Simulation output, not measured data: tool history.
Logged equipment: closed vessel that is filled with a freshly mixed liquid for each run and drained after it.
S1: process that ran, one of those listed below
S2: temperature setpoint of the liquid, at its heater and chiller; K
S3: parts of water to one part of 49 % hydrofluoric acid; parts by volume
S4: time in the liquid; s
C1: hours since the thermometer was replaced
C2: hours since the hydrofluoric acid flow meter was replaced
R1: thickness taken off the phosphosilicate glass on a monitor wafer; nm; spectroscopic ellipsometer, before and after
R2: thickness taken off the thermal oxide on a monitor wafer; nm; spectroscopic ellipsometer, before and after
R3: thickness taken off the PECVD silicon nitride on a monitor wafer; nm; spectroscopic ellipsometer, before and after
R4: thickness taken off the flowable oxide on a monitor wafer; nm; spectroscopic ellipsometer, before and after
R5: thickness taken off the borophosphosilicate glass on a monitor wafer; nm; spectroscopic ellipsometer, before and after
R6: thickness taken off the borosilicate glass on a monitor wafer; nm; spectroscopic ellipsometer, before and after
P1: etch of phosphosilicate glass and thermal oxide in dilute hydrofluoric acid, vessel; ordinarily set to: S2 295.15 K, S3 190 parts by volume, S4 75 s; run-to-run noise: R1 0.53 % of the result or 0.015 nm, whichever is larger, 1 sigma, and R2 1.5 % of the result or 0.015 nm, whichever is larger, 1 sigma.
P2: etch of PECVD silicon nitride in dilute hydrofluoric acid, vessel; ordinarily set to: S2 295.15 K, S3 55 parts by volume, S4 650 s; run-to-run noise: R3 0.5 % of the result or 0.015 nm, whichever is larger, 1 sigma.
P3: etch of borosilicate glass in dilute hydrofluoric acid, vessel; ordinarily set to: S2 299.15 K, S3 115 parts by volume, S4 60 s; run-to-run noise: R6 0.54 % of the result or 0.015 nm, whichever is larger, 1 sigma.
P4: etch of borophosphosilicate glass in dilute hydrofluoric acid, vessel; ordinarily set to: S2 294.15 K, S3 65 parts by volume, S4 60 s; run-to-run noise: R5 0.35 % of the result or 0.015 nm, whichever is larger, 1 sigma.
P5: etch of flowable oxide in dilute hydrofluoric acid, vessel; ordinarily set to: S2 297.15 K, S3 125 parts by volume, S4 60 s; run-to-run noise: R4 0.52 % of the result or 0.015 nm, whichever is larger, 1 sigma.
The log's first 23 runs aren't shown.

run,hour,S1,S2,S3,S4,C1,C2,R1,R2,R3,R4,R5,R6
24,98.3,P1,295.15,190,35,59.6,364.5,14.447,0.71733,,,,
25,101.9,P1,295.15,335,75,63.2,368.1,15.366,0.77754,,,,
26,106.8,P2,295.15,90,650,68.1,373.0,,,15.926,,,
27,111.3,P1,295.15,190,135,72.6,377.5,55.928,2.80870,,,,
28,116.4,P1,295.15,190,75,77.7,382.6,30.866,1.55610,,,,
29,121.3,P5,304.15,125,60,82.6,387.5,,,,23.3820,,
30,126.2,P4,294.15,65,60,87.5,392.4,,,,,49.282,
31,129.9,P1,295.15,190,75,91.2,396.1,31.046,1.55600,,,,
32,133.7,P1,295.15,190,75,95.0,399.9,30.781,1.56320,,,,
33,139.2,P4,294.15,65,60,100.5,405.4,,,,,48.914,
34,142.2,P1,300.15,190,75,103.5,408.4,37.242,1.88260,,,,
35,145.4,P1,295.15,190,75,106.7,411.6,30.916,1.59760,,,,
36,148.8,P1,295.15,190,75,110.1,415.0,30.113,1.57440,,,,

Predict the results of run 37:
37,152.6,P1,295.15,190,75,113.9,418.8,?,?,,,,

R1: 29.570 nm
R2: 1.54940 nm
